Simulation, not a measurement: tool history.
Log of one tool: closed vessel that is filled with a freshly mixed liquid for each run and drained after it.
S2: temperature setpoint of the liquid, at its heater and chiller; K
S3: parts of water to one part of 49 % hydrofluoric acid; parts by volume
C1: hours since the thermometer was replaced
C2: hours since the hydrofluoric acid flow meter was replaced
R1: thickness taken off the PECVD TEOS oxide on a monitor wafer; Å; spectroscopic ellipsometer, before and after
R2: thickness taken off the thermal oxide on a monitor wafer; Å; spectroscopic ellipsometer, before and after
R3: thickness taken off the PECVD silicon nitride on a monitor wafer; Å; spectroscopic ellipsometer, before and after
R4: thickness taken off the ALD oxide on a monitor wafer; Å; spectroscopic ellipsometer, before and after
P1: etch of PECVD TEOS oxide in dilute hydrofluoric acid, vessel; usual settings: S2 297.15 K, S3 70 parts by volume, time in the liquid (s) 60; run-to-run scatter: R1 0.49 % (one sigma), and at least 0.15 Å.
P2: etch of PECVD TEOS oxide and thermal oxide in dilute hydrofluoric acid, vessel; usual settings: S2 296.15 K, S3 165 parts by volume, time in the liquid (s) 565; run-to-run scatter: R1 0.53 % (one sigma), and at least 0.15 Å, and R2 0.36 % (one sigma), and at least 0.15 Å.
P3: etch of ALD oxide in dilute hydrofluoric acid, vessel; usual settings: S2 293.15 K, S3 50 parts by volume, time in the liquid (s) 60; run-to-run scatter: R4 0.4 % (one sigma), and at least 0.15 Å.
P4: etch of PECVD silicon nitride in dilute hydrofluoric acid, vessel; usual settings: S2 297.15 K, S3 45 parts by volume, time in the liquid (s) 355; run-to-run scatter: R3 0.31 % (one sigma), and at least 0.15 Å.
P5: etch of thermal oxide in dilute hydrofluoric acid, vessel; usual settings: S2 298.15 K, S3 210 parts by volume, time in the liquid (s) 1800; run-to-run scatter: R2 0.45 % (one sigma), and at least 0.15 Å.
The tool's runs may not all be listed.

run 1 hour=9.6 | process_that_ran=P1 S2=297.15 S3=70 time_in_the_liquid_(s)=60 | C1=857.8 C2=974.2 | R1=129.04
run 2 hour=19.8 | process_that_ran=P1 S2=297.15 S3=70 time_in_the_liquid_(s)=60 | C1=868 C2=984.4 | R1=129.18
run 3 hour=31 | process_that_ran=P1 S2=297.15 S3=105 time_in_the_liquid_(s)=35 | C1=879.2 C2=995.6 | R1=47.947
run 4 hour=42.4 | process_that_ran=P1 S2=301.65 S3=70 time_in_the_liquid_(s)=60 | C1=890.6 C2=1007 | R1=154.88
run 5 hour=55.1 | process_that_ran=P1 S2=297.15 S3=40 time_in_the_liquid_(s)=60 | C1=903.3 C2=1019.7 | R1=233.96
run 6 hour=63.1 | process_that_ran=P2 S2=296.15 S3=60 time_in_the_liquid_(s)=565 | C1=911.3 C2=1027.7 | R1=1460.9 R2=427.29
run 7 hour=70.4 | process_that_ran=P4 S2=297.15 S3=45 time_in_the_liquid_(s)=355 | C1=918.6 C2=1035 | R3=433.94
run 8 hour=84.5 | process_that_ran=P1 S2=297.15 S3=70 time_in_the_liquid_(s)=60 | C1=932.7 C2=1049.1 | R1=129.4
run 9 hour=97.4 | process_that_ran=P3 S2=293.15 S3=50 time_in_the_liquid_(s)=60 | C1=945.6 C2=1062 | R4=152.29
run 10 hour=110.5 | process_that_ran=P1 S2=297.15 S3=105 time_in_the_liquid_(s)=30 | C1=958.7 C2=1075.1 | R1=41.029
run 11 hour=121 | process_that_ran=P5 S2=298.15 S3=210 time_in_the_liquid_(s)=2755 | C1=969.2 C2=1085.6 | R2=562.57
run 12 hour=135.5 | process_that_ran=P2 S2=290.15 S3=165 time_in_the_liquid_(s)=565 | C1=983.7 C2=1100.1 | R1=370.86 R2=107.79
run 13 hour=150.7 | process_that_ran=P3 S2=293.15 S3=50 time_in_the_liquid_(s)=30 | C1=998.9 C2=1115.3 | R4=75.881
run 14 hour=163.3 | process_that_ran=P3 S2=290.15 S3=50 time_in_the_liquid_(s)=60 | C1=1011.5 C2=1127.9 | R4=134.35
run 15 hour=175 | process_that_ran=P4 S2=297.15 S3=20 time_in_the_liquid_(s)=355 | C1=1023.2 C2=1139.6 | R3=956.97
run 16 hour=188.4 | process_that_ran=P1 S2=290.15 S3=70 time_in_the_liquid_(s)=60 | C1=1036.6 C2=1153 | R1=96.573
run 17 hour=196.1 | process_that_ran=P1 S2=297.15 S3=70 time_in_the_liquid_(s)=60 | C1=1044.3 C2=1160.7 | R1=127.91
run 18 hour=210.5 | process_that_ran=P1 S2=297.15 S3=70 time_in_the_liquid_(s)=30 | C1=1058.7 C2=1175.1 | R1=64.284
run 19 hour=218.1 | process_that_ran=P5 S2=302.15 S3=210 time_in_the_liquid_(s)=1800 | C1=1066.3 C2=1182.7 | R2=423.31
run 20 hour=230.1 | process_that_ran=P1 S2=297.15 S3=110 time_in_the_liquid_(s)=60 | C1=1078.3 C2=1194.7 | R1=78.202
run 21 hour=242.7 | process_that_ran=P3 S2=293.15 S3=50 time_in_the_liquid_(s)=60 | C1=1090.9 C2=1207.3 | R4=151.87
run 22 hour=256.4 | process_that_ran=P5 S2=298.15 S3=210 time_in_the_liquid_(s)=1800 | C1=1104.6 C2=1221 | R2=369.88
run 23 hour=263.9 | process_that_ran=P1 S2=297.15 S3=70 time_in_the_liquid_(s)=105 | C1=1112.1 C2=1228.5 | R1=224.81
run 24 hour=271.9 | process_that_ran=P4 S2=297.15 S3=45 time_in_the_liquid_(s)=355 | C1=1120.1 C2=1236.5 | R3=436.67
run 25 hour=286.2 | process_that_ran=P2 S2=296.15 S3=165 time_in_the_liquid_(s)=565 | C1=1134.4 C2=1250.8 | R1=473.49 R2=136.94
run 26 hour=294.3 | process_that_ran=P1 S2=301.65 S3=20 time_in_the_liquid_(s)=60 | C1=1142.5 C2=1258.9 | R1=585.21
run 27 hour=305.3 | process_that_ran=P2 S2=296.15 S3=165 time_in_the_liquid_(s)=565 | C1=1153.5 C2=1269.9 | R1=474.02 R2=136.76
run 28 hour=315.1 | process_that_ran=P1 S2=297.15 S3=70 time_in_the_liquid_(s)=60 | C1=1163.3 C2=1279.7 | R1=128.8
run 29 hour=328.8 | process_that_ran=P1 S2=297.15 S3=70 time_in_the_liquid_(s)=60 | C1=1177 C2=1293.4 | R1=128.74
run 30 hour=337.1 | process_that_ran=P4 S2=297.15 S3=45 time_in_the_liquid_(s)=30 | C1=1185.3 C2=1301.7 | R3=37.05
run 31 hour=345 | process_that_ran=P4 S2=291.15 S3=45 time_in_the_liquid_(s)=355 | C1=1193.2 C2=1309.6 | R3=289.36
run 32 hour=353 | process_that_ran=P2 S2=296.15 S3=165 time_in_the_liquid_(s)=35 | C1=1201.2 C2=1317.6 | R1=29.197 R2=8.1534
run 33 hour=361.7 | process_that_ran=P5 S2=298.15 S3=65 time_in_the_liquid_(s)=1800 | C1=1209.9 C2=1326.3 | R2=1417.2
run 34 hour=370.2 | process_that_ran=P3 S2=293.15 S3=25 time_in_the_liquid_(s)=60 | C1=1218.4 C2=1334.8 | R4=312.79
run 35 hour=380.2 | process_that_ran=P1 S2=297.15 S3=70 time_in_the_liquid_(s)=60 | C1=1228.4 C2=1344.8 | R1=128.47
run 36 hour=392.4 | process_that_ran=P1 S2=297.15 S3=70 time_in_the_liquid_(s)=60 | C1=1240.6 C2=1357 | R1=125.74
run 37 hour=403.4 | process_that_ran=P1 S2=297.15 S3=70 time_in_the_liquid_(s)=60 | C1=1251.6 C2=1368 | R1=124.06
run 38 hour=411.4 | process_that_ran=P1 S2=297.15 S3=70 time_in_the_liquid_(s)=60 | C1=1259.6 C2=1376 | R1=123.63
run 39 hour=426.4 | process_that_ran=P1 S2=297.15 S3=70 time_in_the_liquid_(s)=60 | C1=1274.6 C2=1391 | R1=122.15
run 40 hour=441 | process_that_ran=P1 S2=297.15 S3=70 time_in_the_liquid_(s)=60 | C1=1289.2 C2=1405.6 | R1=120.31
run 41 hour=448 | process_that_ran=P1 S2=297.15 S3=70 time_in_the_liquid_(s)=60 | C1=1296.2 C2=1412.6 | R1=120.28
run 42 hour=457.1 | process_that_ran=P1 S2=297.15 S3=70 time_in_the_liquid_(s)=60 | C1=1305.3 C2=1421.7 | R1=120.37
run 43 hour=472.2 | process_that_ran=P1 S2=297.15 S3=70 time_in_the_liquid_(s)=60 | C1=1320.4 C2=1436.8 | R1=121.33
run 44 hour=478.8 | process_that_ran=P1 S2=297.15 S3=70 time_in_the_liquid_(s)=60 | C1=1327 C2=1443.4 | R1=120.02
run 45 hour=486.1 | process_that_ran=P1 S2=297.15 S3=70 time_in_the_liquid_(s)=60 | C1=1334.3 C2=1450.7 | R1=120.14

What P1 gives has crept away from where it was. These 2 causes fit the log equally well, each at the size given:
A: hydrofluoric acid flow below the setpoint (%) = 6.12
B: liquid colder than its thermometer reads (K) = 1.7
The creep began at about hour 380.2.

4 check runs are offered, one wafer each, their results left as question marks. Which one tells the causes apart?
run check 1 hour=493.4 | process_that_ran=P4 S2=297.15 S3=30 time_in_the_liquid_(s)=90 | R3=?
run check 2 hour=493.4 | process_that_ran=P3 S2=293.15 S3=25 time_in_the_liquid_(s)=35 | R4=?
run check 3 hour=493.4 | process_that_ran=P2 S2=290.65 S3=165 time_in_the_liquid_(s)=320 | R1=? R2=?
run check 4 hour=493.4 | process_that_ran=P5 S2=298.15 S3=145 time_in_the_liquid_(s)=1800 | R2=?

What each check would give under each cause:
check=check_1 result=R3 if_A=154.3 if_B=146
check=check_2 result=R4 if_A=171.76 if_B=170.24
check=check_3 result=R1 if_A=200.25 if_B=201.08
check=check_3 result=R2 if_A=58.056 if_B=58.295
check=check_4 result=R2 if_A=530.59 if_B=535.43
How far apart the two closest causes lie, in the result that separates them most: check 1 5.53 %; check 2 0.89 %; check 3 0.41 %; check 4 0.91 %
Only check 1 tells the causes apart: in the others they would give nearly the same result.

Check 1 was then run and gave: R3 146.37 Å. Which cause is it?

It is B: liquid colder than its thermometer reads (K).
